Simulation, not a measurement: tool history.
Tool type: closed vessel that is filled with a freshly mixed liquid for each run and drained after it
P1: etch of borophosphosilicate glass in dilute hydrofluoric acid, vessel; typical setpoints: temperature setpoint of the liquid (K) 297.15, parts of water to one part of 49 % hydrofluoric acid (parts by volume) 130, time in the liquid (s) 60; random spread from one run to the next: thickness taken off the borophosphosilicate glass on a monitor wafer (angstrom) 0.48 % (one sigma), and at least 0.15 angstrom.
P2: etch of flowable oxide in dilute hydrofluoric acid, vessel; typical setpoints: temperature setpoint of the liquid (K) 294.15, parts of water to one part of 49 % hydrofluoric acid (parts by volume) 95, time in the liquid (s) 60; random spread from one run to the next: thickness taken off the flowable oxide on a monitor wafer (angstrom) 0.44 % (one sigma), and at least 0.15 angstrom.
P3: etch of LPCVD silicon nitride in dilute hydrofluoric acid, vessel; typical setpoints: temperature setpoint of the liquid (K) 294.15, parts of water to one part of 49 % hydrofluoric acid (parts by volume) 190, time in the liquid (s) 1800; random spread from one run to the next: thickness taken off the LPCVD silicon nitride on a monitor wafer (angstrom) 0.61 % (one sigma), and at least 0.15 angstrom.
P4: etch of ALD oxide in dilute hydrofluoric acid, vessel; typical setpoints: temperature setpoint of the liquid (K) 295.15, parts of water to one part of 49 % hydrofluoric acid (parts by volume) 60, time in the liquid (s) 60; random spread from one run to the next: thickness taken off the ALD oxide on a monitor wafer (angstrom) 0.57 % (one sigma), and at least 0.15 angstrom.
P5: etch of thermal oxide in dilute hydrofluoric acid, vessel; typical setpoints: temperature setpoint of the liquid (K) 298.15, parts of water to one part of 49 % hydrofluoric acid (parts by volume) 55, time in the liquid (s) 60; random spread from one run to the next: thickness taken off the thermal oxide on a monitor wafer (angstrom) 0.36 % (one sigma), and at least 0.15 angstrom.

run,hour,process that ran,temperature setpoint of the liquid (K),parts of water to one part of 49 % hydrofluoric acid (parts by volume),time in the liquid (s),hours since the thermometer was replaced,hours since the hydrofluoric acid flow meter was replaced,thickness taken off the borophosphosilicate glass on a monitor wafer (angstrom),thickness taken off the LPCVD silicon nitride on a monitor wafer (angstrom),thickness taken off the ALD oxide on a monitor wafer (angstrom),thickness taken off the thermal oxide on a monitor wafer (angstrom),thickness taken off the flowable oxide on a monitor wafer (angstrom)
1,5.1,P1,297.15,130,60,670.2,310.4,245.60,,,,
2,14.0,P3,294.15,190,1800,679.1,319.3,,40.211,,,
3,23.4,P4,300.65,60,60,688.5,328.7,,,202.040,,
4,31.9,P3,294.15,120,1800,697.0,337.2,,63.505,,,
5,38.6,P1,297.15,35,60,703.7,343.9,1019.40,,,,
6,45.9,P4,295.15,105,60,711.0,351.2,,,88.260,,
7,50.9,P1,297.15,130,60,716.0,356.2,244.06,,,,
8,58.9,P4,295.15,60,30,724.0,364.2,,,81.988,,
9,66.9,P5,298.15,55,60,732.0,372.2,,,,58.025,
10,73.8,P3,294.15,190,3020,738.9,379.1,,67.778,,,
11,80.7,P1,297.15,130,60,745.8,386.0,245.16,,,,
12,86.9,P3,299.65,190,1800,752.0,392.2,,57.080,,,
13,96.6,P5,293.65,55,60,761.7,401.9,,,,48.179,
14,105.7,P2,294.15,95,95,770.8,411.0,,,,,385.59
15,115.0,P4,295.15,60,60,780.1,420.3,,,164.430,,
16,125.0,P1,297.15,130,30,790.1,430.3,122.80,,,,
17,131.8,P5,298.15,55,30,796.9,437.1,,,,29.214,
18,138.7,P1,297.15,200,60,803.8,444.0,147.81,,,,
19,150.2,P2,294.15,95,60,815.3,455.5,,,,,243.97
20,160.8,P1,297.15,130,60,825.9,466.1,243.18,,,,
21,168.3,P2,294.15,35,60,833.4,473.6,,,,,712.39
22,179.6,P1,297.15,130,60,844.7,484.9,247.37,,,,
23,190.1,P2,297.65,95,60,855.2,495.4,,,,,280.75
24,196.0,P1,290.15,130,60,861.1,501.3,184.35,,,,
25,204.3,P1,297.15,130,60,869.4,509.6,244.91,,,,
26,213.3,P1,297.15,130,95,878.4,518.6,389.67,,,,
27,219.4,P5,298.15,75,60,884.5,524.7,,,,41.739,
28,228.1,P1,300.15,130,90,893.2,533.4,411.83,,,,
29,238.2,P1,303.65,130,60,903.3,543.5,314.42,,,,
30,249.1,P1,297.15,130,60,914.2,554.4,245.26,,,,
31,260.5,P1,297.15,130,60,925.6,565.8,252.59,,,,
32,270.1,P1,297.15,130,60,935.2,575.4,255.76,,,,
33,281.5,P1,297.15,130,60,946.6,586.8,259.24,,,,
34,292.5,P1,297.15,130,60,957.6,597.8,261.58,,,,
35,298.0,P1,297.15,130,60,963.1,603.3,259.26,,,,
36,303.7,P1,297.15,130,60,968.8,609.0,260.59,,,,
37,311.4,P1,297.15,130,60,976.5,616.7,263.49,,,,
38,318.2,P1,297.15,130,60,983.3,623.5,260.62,,,,

P1 no longer gives what it gave before; its output has crept away from where it was. The following 2 causes, each at its listed size, fit the log equally well:
A: liquid hotter than its thermometer reads (K) = 1.74
B: hydrofluoric acid flow above the setpoint (%) = 5.98
The creep began at about hour 249.1.

Listed below are the offered check runs, one wafer per run, with question marks in place of results. For which of them would the causes give clearly different outcomes?
check 1,325.0,P5,298.15,55,60,,,,,,?,
check 2,325.0,P2,294.15,95,60,,,,,,,?
check 3,325.0,P4,295.15,60,60,,,,,?,,
check 4,325.0,P3,294.15,190,1800,,,,?,,,

What each check would give under each cause:
check,result,if A,if B
check 1,thickness taken off the thermal oxide on a monitor wafer (angstrom),62.439,61.938
check 2,thickness taken off the flowable oxide on a monitor wafer (angstrom),261.60,259.97
check 3,thickness taken off the ALD oxide on a monitor wafer (angstrom),175.780,174.160
check 4,thickness taken off the LPCVD silicon nitride on a monitor wafer (angstrom),45.246,42.784
Distance between the nearest two causes, measured in the result of the check that separates them most: check 1 0.81 %; check 2 0.62 %; check 3 0.93 %; check 4 5.59 %
The causes can be told apart only by check 4. The other checks would give nearly the same results under each of them.

Check 4 has now been run. It gave: thickness taken off the LPCVD silicon nitride on a monitor wafer (angstrom) 42.532. Which of the candidate causes is it?

The cause is B: hydrofluoric acid flow above the setpoint (%).

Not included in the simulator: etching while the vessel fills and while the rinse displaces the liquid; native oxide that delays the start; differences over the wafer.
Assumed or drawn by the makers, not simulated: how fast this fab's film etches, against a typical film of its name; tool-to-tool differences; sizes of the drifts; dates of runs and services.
